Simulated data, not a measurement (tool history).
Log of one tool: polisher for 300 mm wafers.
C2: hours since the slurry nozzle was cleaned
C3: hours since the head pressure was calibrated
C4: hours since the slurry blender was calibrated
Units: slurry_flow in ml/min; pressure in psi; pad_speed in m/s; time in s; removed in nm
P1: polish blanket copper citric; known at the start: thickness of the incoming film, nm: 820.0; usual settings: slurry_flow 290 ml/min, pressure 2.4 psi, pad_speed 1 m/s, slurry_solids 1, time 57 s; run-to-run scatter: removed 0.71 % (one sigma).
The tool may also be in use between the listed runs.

Run 1, hour 8.5: slurry_flow 290 ml/min, pressure 2.4 psi, pad_speed 1 m/s, slurry_solids 1, time 57 s; wafers polished on this pad 670; C2 178.3; C3 88.8; C4 106.9. Result: removed 93.787 nm.
Run 2, hour 15.5: slurry_flow 290 ml/min, pressure 2.4 psi, pad_speed 1 m/s, slurry_solids 1, time 76 s; wafers polished on this pad 737; C2 185.3; C3 95.8; C4 113.9. Result: removed 124.83 nm.
Run 3, hour 24.1: slurry_flow 290 ml/min, pressure 2.4 psi, pad_speed 1 m/s, slurry_solids 1, time 57 s; wafers polished on this pad 819; C2 193.9; C3 104.4; C4 122.5. Result: removed 92.752 nm.
Run 4, hour 30: slurry_flow 400 ml/min, pressure 2.4 psi, pad_speed 1 m/s, slurry_solids 1, time 57 s; wafers polished on this pad 875; C2 199.8; C3 110.3; C4 128.4. Result: removed 95.646 nm.
Run 5, hour 38.7: slurry_flow 290 ml/min, pressure 2.4 psi, pad_speed 1 m/s, slurry_solids 1, time 57 s; wafers polished on this pad 958; C2 208.5; C3 119; C4 137.1. Result: removed 93.272 nm.
Run 6, hour 47.9: slurry_flow 380 ml/min, pressure 2.4 psi, pad_speed 1 m/s, slurry_solids 0.5, time 57 s; wafers polished on this pad 1046; C2 217.7; C3 128.2; C4 146.3. Result: removed 82.915 nm.
Run 7, hour 59.2: slurry_flow 290 ml/min, pressure 3.1 psi, pad_speed 1 m/s, slurry_solids 1.3, time 57 s; wafers polished on this pad 1154; C2 229; C3 139.5; C4 157.6. Result: removed 126.31 nm.
Run 8, hour 71.1: slurry_flow 290 ml/min, pressure 2.4 psi, pad_speed 1 m/s, slurry_solids 1, time 57 s; wafers polished on this pad 1268; C2 240.9; C3 151.4; C4 169.5. Result: removed 93.45 nm.
Run 9, hour 79.7: slurry_flow 290 ml/min, pressure 2.4 psi, pad_speed 1 m/s, slurry_solids 1.5, time 57 s; wafers polished on this pad 1350; C2 249.5; C3 160; C4 178.1. Result: removed 102.56 nm.
Run 10, hour 86.2: slurry_flow 290 ml/min, pressure 2.4 psi, pad_speed 1 m/s, slurry_solids 1, time 57 s; wafers polished on this pad 1412; C2 256; C3 166.5; C4 184.6. Result: removed 93.827 nm.
Run 11, hour 98.2: slurry_flow 290 ml/min, pressure 2.4 psi, pad_speed 0.44 m/s, slurry_solids 1, time 57 s; wafers polished on this pad 1526; C2 268; C3 178.5; C4 196.6. Result: removed 42.874 nm.
Run 12, hour 107.1: slurry_flow 290 ml/min, pressure 2.4 psi, pad_speed 1.58 m/s, slurry_solids 1, time 57 s; wafers polished on this pad 1611; C2 276.9; C3 187.4; C4 205.5. Result: removed 147.22 nm.
Run 13, hour 115.3: slurry_flow 175 ml/min, pressure 2.4 psi, pad_speed 1 m/s, slurry_solids 1, time 57 s; wafers polished on this pad 1689; C2 285.1; C3 195.6; C4 213.7. Result: removed 87.923 nm.
Run 14, hour 123.9: slurry_flow 290 ml/min, pressure 2.4 psi, pad_speed 1 m/s, slurry_solids 1, time 29 s; wafers polished on this pad 1772; C2 293.7; C3 204.2; C4 222.3. Result: removed 47.257 nm.
Run 15, hour 135.6: slurry_flow 175 ml/min, pressure 3.6 psi, pad_speed 1 m/s, slurry_solids 1, time 57 s; wafers polished on this pad 1883; C2 305.4; C3 215.9; C4 234. Result: removed 131.67 nm.
Run 16, hour 145: slurry_flow 290 ml/min, pressure 3.4 psi, pad_speed 1 m/s, slurry_solids 1, time 57 s; wafers polished on this pad 1973; C2 314.8; C3 225.3; C4 243.4. Result: removed 132.88 nm.
Run 17, hour 152.4: slurry_flow 290 ml/min, pressure 2.4 psi, pad_speed 1 m/s, slurry_solids 1, time 57 s; wafers polished on this pad 2044; C2 322.2; C3 232.7; C4 250.8. Result: removed 93.786 nm.
At hour 154.5: slurry blender recalibrated.
Run 18, hour 165: slurry_flow 290 ml/min, pressure 2.4 psi, pad_speed 1 m/s, slurry_solids 0.55, time 57 s; wafers polished on this pad 2164; C2 334.8; C3 245.3; C4 10.6. Result: removed 82.159 nm.
Run 19, hour 171.1: slurry_flow 290 ml/min, pressure 1.1 psi, pad_speed 1 m/s, slurry_solids 1, time 57 s; wafers polished on this pad 2222; C2 340.9; C3 251.4; C4 16.7. Result: removed 44.702 nm.
Run 20, hour 181.7: slurry_flow 290 ml/min, pressure 2.4 psi, pad_speed 1 m/s, slurry_solids 1, time 57 s; wafers polished on this pad 2323; C2 351.5; C3 262; C4 27.3. Result: removed 92.629 nm.
Run 21, hour 189.3: slurry_flow 290 ml/min, pressure 2.4 psi, pad_speed 1 m/s, slurry_solids 1, time 57 s; wafers polished on this pad 2396; C2 359.1; C3 269.6; C4 34.9. Result: removed 91.296 nm.
Run 22, hour 196.6: slurry_flow 290 ml/min, pressure 2.4 psi, pad_speed 1 m/s, slurry_solids 1, time 57 s; wafers polished on this pad 2466; C2 366.4; C3 276.9; C4 42.2. Result: removed 91.057 nm.
Run 23, hour 202.7: slurry_flow 290 ml/min, pressure 2.4 psi, pad_speed 1 m/s, slurry_solids 1, time 57 s; wafers polished on this pad 2524; C2 372.5; C3 283; C4 48.3. Result: removed 89.986 nm.
At hour 209: slurry blender recalibrated.
Run 24, hour 214.2: slurry_flow 290 ml/min, pressure 2.4 psi, pad_speed 1 m/s, slurry_solids 1, time 57 s; wafers polished on this pad 2634; C2 384; C3 294.5; C4 5.2. Result: removed 90.283 nm.
Run 25, hour 219.9: slurry_flow 290 ml/min, pressure 2.4 psi, pad_speed 1 m/s, slurry_solids 1, time 57 s; wafers polished on this pad 2688; C2 389.7; C3 300.2; C4 10.9. Result: removed 89.219 nm.
At hour 220.4: head pressure recalibrated.
Run 26, hour 228: slurry_flow 290 ml/min, pressure 2.4 psi, pad_speed 1 m/s, slurry_solids 1, time 57 s; wafers polished on this pad 2765; C2 397.8; C3 7.6; C4 19. Result: removed 88.106 nm.
Run 27, hour 238.5: slurry_flow 290 ml/min, pressure 2.4 psi, pad_speed 1 m/s, slurry_solids 1, time 57 s; wafers polished on this pad 2865; C2 408.3; C3 18.1; C4 29.5. Result: removed 88.667 nm.

What P1 gives has crept away from where it was. These 2 causes fit the log equally well, each at the size given:
A: removal rate lost through wear of the pad, % = 4.9
B: slurry flow missing at the pad, % = 35.3
The creep began at about hour 181.7.
Why every other cause is out:
head's pressure below its setpoint, %: serviced at hour 220.4, which brought nothing back
abrasive missing from the slurry, %: serviced at hour 209, which brought nothing back

4 check runs are offered, each on 3 wafers whose results are averaged, their results left as question marks. Which one tells the causes apart?
Run check 1, hour 249: slurry_flow 290 ml/min, pressure 2.4 psi, pad_speed 1.52 m/s, slurry_solids 1, time 57 s. Result: removed ?.
Run check 2, hour 249: slurry_flow 290 ml/min, pressure 2.4 psi, pad_speed 0.5 m/s, slurry_solids 1.45, time 57 s. Result: removed ?.
Run check 3, hour 249: slurry_flow 175 ml/min, pressure 1.3 psi, pad_speed 1 m/s, slurry_solids 1, time 57 s. Result: removed ?.
Run check 4, hour 249: slurry_flow 290 ml/min, pressure 2.4 psi, pad_speed 0.58 m/s, slurry_solids 1, time 57 s. Result: removed ?.

What each check would give under each cause:
  check   result    if A    if B
check 1  removed  133.67  133.68
check 2  removed  49.631  49.634
check 3  removed  46.457  45.079
check 4  removed  52.648  52.652
How far apart the two closest causes lie, in the result that separates them most: check 1 0.01 %; check 2 0.01 %; check 3 3.01 %; check 4 0.01 %
Only check 3 tells the causes apart: in the others they would give nearly the same result.

Check 3 was then run and gave: removed 45.106 nm. Which cause is it?

It is B: slurry flow missing at the pad, %.
